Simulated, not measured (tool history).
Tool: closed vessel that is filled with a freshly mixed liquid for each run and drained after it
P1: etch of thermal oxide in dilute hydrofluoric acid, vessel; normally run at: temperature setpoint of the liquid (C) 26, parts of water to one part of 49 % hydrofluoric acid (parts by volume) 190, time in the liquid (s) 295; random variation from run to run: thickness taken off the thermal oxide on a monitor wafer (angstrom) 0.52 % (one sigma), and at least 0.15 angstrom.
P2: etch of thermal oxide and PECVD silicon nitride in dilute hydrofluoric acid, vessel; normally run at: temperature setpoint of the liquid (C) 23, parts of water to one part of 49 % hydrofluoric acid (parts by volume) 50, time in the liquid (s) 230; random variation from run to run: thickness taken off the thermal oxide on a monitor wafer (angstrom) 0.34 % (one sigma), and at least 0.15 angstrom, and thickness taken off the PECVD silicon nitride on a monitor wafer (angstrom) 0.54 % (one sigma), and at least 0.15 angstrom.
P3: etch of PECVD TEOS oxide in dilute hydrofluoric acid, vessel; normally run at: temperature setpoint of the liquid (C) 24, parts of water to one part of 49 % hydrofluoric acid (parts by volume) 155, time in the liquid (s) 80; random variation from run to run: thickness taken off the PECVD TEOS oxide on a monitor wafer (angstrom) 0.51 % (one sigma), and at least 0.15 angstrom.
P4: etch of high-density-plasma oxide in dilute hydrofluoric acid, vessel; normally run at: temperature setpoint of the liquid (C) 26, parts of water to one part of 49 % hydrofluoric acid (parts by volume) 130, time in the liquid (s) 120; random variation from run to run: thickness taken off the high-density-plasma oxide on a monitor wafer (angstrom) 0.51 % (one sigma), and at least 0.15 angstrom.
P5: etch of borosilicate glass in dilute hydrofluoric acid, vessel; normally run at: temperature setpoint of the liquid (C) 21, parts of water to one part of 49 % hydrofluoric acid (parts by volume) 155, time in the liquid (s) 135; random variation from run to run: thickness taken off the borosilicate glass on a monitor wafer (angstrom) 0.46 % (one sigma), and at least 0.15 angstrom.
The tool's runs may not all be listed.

run	day	process that ran	temperature setpoint of the liquid (C)	parts of water to one part of 49 % hydrofluoric acid (parts by volume)	time in the liquid (s)	thickness taken off the thermal oxide on a monitor wafer (angstrom)	thickness taken off the borosilicate glass on a monitor wafer (angstrom)	thickness taken off the PECVD silicon nitride on a monitor wafer (angstrom)	thickness taken off the high-density-plasma oxide on a monitor wafer (angstrom)	thickness taken off the PECVD TEOS oxide on a monitor wafer (angstrom)
1	0.179	P1	26	190	295	73.161				
2	0.425	P1	26	95	295	164.69				
3	0.671	P1	26	190	295	73.287				
4	0.867	P5	21	95	135		457.41			
5	1.017	P2	23	50	125	118.3		132.66		
6	1.283	P4	26	130	120				58.739	
7	1.538	P1	26	190	295	72.837				
8	1.679	P1	26	190	30	7.4776				
9	1.971	P4	26	130	120				58.692	
10	2.15	P3	24	155	80					81.977
11	2.283	P4	22.5	130	120				51.18	
12	2.567	P5	21	155	235		456.66			
13	2.85	P1	26	190	295	72.98				
14	3.008	P3	24	155	130					131.28
15	3.192	P2	23	50	230	220.43		242.8		
16	3.346	P4	26	130	185				90.552	
17	3.604	P1	26	190	505	125.78				
18	3.783	P1	33	190	295	93.165				
19	4.054	P1	20	190	295	58.885				
20	4.188	P5	25	155	135		306.62			
21	4.462	P3	30.5	155	80					104.05
22	4.592	P1	33	190	420	132.19				
23	4.838	P2	19	50	230	185.24		184.65		
24	5.058	P4	26	205	120				33.876	
# day 5.275: thermometer replaced
25	5.288	P2	23	50	230	219.88		246.59		
26	5.529	P3	24	30	80					489.29
27	5.796	P1	26	190	295	73.308				

Run 28 comes next. What will it give?
28	5.971	P5	21	155	135		?			

Run 28 gave thickness taken off the borosilicate glass on a monitor wafer (angstrom) 263.89.
